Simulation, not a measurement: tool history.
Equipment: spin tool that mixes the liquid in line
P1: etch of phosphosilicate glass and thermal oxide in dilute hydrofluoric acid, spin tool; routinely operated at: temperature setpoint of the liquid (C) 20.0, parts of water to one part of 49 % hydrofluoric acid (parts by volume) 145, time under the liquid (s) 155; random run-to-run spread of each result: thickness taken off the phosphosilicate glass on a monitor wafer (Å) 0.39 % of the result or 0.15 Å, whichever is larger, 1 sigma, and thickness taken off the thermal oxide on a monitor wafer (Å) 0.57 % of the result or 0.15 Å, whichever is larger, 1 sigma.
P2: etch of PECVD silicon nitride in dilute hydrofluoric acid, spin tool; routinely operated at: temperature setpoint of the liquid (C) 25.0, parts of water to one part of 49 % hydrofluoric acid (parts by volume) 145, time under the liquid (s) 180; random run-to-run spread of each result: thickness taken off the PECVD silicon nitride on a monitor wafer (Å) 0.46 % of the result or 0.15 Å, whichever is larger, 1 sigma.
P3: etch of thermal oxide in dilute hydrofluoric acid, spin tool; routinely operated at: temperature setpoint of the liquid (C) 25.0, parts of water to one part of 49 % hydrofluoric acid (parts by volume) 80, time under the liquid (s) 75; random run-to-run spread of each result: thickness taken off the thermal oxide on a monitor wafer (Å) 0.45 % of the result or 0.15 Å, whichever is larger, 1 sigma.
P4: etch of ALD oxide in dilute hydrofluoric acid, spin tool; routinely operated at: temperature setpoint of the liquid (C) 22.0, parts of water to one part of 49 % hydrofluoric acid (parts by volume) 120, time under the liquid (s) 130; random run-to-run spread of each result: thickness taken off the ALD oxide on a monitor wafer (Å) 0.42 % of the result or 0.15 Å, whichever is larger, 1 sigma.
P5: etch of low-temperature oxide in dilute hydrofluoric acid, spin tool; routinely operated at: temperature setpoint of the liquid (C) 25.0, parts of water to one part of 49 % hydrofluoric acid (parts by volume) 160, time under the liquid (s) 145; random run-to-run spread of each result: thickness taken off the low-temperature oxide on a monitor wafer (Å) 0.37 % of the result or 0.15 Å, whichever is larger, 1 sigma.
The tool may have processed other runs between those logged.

| run | day | process that ran | temperature setpoint of the liquid (C) | parts of water to one part of 49 % hydrofluoric acid (parts by volume) | time under the liquid (s) | thickness taken off the phosphosilicate glass on a monitor wafer (Å) | thickness taken off the thermal oxide on a monitor wafer (Å) | thickness taken off the ALD oxide on a monitor wafer (Å) | thickness taken off the PECVD silicon nitride on a monitor wafer (Å) | thickness taken off the low-temperature oxide on a monitor wafer (Å) |
|---|---|---|---|---|---|---|---|---|---|---|
| 1 | 0.262 | P1 | 20.0 | 145 | 155 | 586.540 | 42.7710 |  |  |  |
| 2 | 0.638 | P3 | 25.0 | 40 | 75 |  | 97.9730 |  |  |  |
| 3 | 1.162 | P4 | 22.0 | 120 | 130 |  |  | 175.64 |  |  |
| 4 | 1.662 | P4 | 26.5 | 120 | 130 |  |  | 208.54 |  |  |
| 5 | 1.979 | P1 | 27.0 | 145 | 15 | 74.424 | 5.4843 |  |  |  |
| 6 | 2.454 | P1 | 20.0 | 145 | 155 | 592.090 | 42.4000 |  |  |  |
| 7 | 2.925 | P1 | 20.0 | 145 | 155 | 590.480 | 42.7110 |  |  |  |
| 8 | 3.454 | P1 | 17.0 | 95 | 155 | 834.140 | 60.5200 |  |  |  |
| 9 | 3.954 | P2 | 25.0 | 145 | 180 |  |  |  | 67.167 |  |
| 10 | 4.508 | P3 | 25.0 | 80 | 75 |  | 46.9100 |  |  |  |
| 11 | 4.933 | P2 | 25.0 | 145 | 340 |  |  |  | 126.940 |  |
| 12 | 5.221 | P1 | 20.0 | 145 | 155 | 587.220 | 42.2650 |  |  |  |
| 13 | 5.471 | P5 | 25.0 | 160 | 260 |  |  |  |  | 188.27 |
| 14 | 5.879 | P1 | 20.0 | 65 | 155 | 1434.500 | 103.8200 |  |  |  |
| 15 | 6.379 | P5 | 25.0 | 90 | 145 |  |  |  |  | 204.89 |
|  | 6.683 | hydrofluoric acid flow meter replaced |
| 16 | 6.767 | P4 | 22.0 | 120 | 225 |  |  | 303.03 |  |  |
| 17 | 7.283 | P1 | 20.0 | 145 | 20 | 76.353 | 5.8091 |  |  |  |
| 18 | 7.746 | P1 | 20.0 | 145 | 155 | 592.220 | 42.9720 |  |  |  |
| 19 | 8.242 | P5 | 25.0 | 160 | 145 |  |  |  |  | 105.37 |
| 20 | 8.717 | P3 | 17.0 | 80 | 75 |  | 33.7980 |  |  |  |
| 21 | 9.033 | P2 | 25.0 | 255 | 180 |  |  |  | 39.037 |  |
| 22 | 9.292 | P4 | 22.0 | 40 | 130 |  |  | 579.99 |  |  |
| 23 | 9.542 | P1 | 20.0 | 145 | 295 | 1121.400 | 81.9210 |  |  |  |
| 24 | 10.088 | P1 | 25.0 | 145 | 155 | 721.130 | 51.1260 |  |  |  |
| 25 | 10.350 | P1 | 20.0 | 250 | 155 | 307.150 | 22.3040 |  |  |  |
| 26 | 10.829 | P1 | 20.0 | 225 | 90 | 202.610 | 14.5530 |  |  |  |
| 27 | 11.317 | P3 | 25.0 | 80 | 120 |  | 75.4270 |  |  |  |
| 28 | 11.754 | P3 | 25.0 | 80 | 75 |  | 46.6110 |  |  |  |
| 29 | 12.233 | P2 | 30.0 | 145 | 180 |  |  |  | 92.636 |  |

The next listed run, before its measurement:
| 30 | 12.538 | P1 | 17.0 | 145 | 155 | ? | ? |  |  |  |

thickness taken off the phosphosilicate glass on a monitor wafer (Å): 520.850
thickness taken off the thermal oxide on a monitor wafer (Å): 37.7160
